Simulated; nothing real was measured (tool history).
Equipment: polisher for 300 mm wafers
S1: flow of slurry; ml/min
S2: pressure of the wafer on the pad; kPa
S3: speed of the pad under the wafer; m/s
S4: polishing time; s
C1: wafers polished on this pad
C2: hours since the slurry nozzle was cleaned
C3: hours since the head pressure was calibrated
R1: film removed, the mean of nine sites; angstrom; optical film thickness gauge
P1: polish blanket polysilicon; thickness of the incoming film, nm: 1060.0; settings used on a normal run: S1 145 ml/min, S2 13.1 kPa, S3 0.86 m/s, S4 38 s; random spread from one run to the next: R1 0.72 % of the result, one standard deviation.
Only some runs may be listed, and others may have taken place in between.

run   hour   S1    S2    S3  S4    C1     C2     C3      R1
  1    7.5  145  13.1  0.86  38   512  116.1  711.7  1605.5
  2   20.2  145  13.1  0.86  38   687  128.8  724.4  1631.6
  3   30.1  145  13.1   0.6  38   823  138.7  734.3  1152.8
  4   38.8  225  13.1  0.86  38   943  147.4    743  1736.1
  5   51.4  145  13.1  0.86  38  1117    160  755.6  1645.5
  6   58.3  205  13.1  1.14  38  1212  166.9  762.5  2276.5
  7   69.9  145   8.3  0.86  28  1371  178.5  774.1  752.36
      80.3  -- slurry nozzle cleaned
  8     81  145  13.1  0.86  19  1524    0.8  785.2  816.98
  9   93.7  145   6.9  0.86  38  1699   13.5  797.9  865.61
 10  104.1  145    20  0.86  38  1842   23.9  808.3  2494.3
 11  113.7  145  13.1  0.86  50  1975   33.5  817.9    2185
 12  121.7  100  13.1  0.86  38  2085   41.5  825.9  1511.5
 13  128.4  145  13.1  1.22  38  2177   48.2  832.6  2316.6
       135  -- head pressure recalibrated
 14    135  145  13.1  0.86  38  2268   54.8      0  1623.1
 15  145.8  145  13.1  0.86  38  2417   65.6   10.8    1653
 16  151.7  145  13.1  0.86  38  2498   71.5   16.7  1651.1
 17  160.7  145  13.1  0.86  38  2622   80.5   25.7  1611.9
 18  170.2  145  13.1  0.86  38  2753     90   35.2  1538.4
 19  176.8  145  13.1  0.86  38  2844   96.6   41.8  1549.5
 20  188.8  145  13.1  0.86  38  3009  108.6   53.8    1515
     190.9  -- head pressure recalibrated
 21  201.4  145  13.1  0.86  38  3183  121.2   10.5  1532.8
 22  213.9  145  13.1  0.86  38  3355  133.7     23  1509.7
 23  225.6  145  13.1  0.86  38  3516  145.4   34.7  1497.9
 24    233  145  13.1  0.86  38  3618  152.8   42.1  1513.2

P1 no longer gives what it gave before; its output has crept away from where it was. The following 2 causes, each at its listed size, fit the log equally well:
A: slurry flow missing at the pad, % = 32.5
B: removal rate lost through wear of the pad, % = 8.09
Onset of the creep was near hour 151.7.
Ruled out, with reasons:
head's pressure below its setpoint, %: serviced at hour 190.9, which brought nothing back

Consider the 4 check runs below, whose results appear as question marks and each of which averages 5 wafers. Which one distinguishes the causes, in that each cause would give it a clearly different result?
check 1  240.4  145   7.6  0.86  38               ?
check 2  240.4  145    20   1.1  38               ?
check 3  240.4  145  13.1  0.62  38               ?
check 4  240.4  215  13.1  0.86  38               ?

Expected result of each check under each candidate cause:
  check  result    if A    if B
check 1      R1  871.55  871.66
check 2      R1  2938.9  2939.3
check 3      R1  1085.3  1085.4
check 4      R1  1638.4  1597.1
Gap, in per cent, between the two causes that each check separates least, read from the result that separates them most: check 1 0.01 %; check 2 0.01 %; check 3 0.01 %; check 4 2.55 %
Only in check 4 would the causes give clearly different results; in the remaining checks their results would be nearly the same.

With check 4 done, the readings were: R1 1640.8 angstrom. Identify which of the listed causes applies.

The correct cause is A, namely: slurry flow missing at the pad, %.
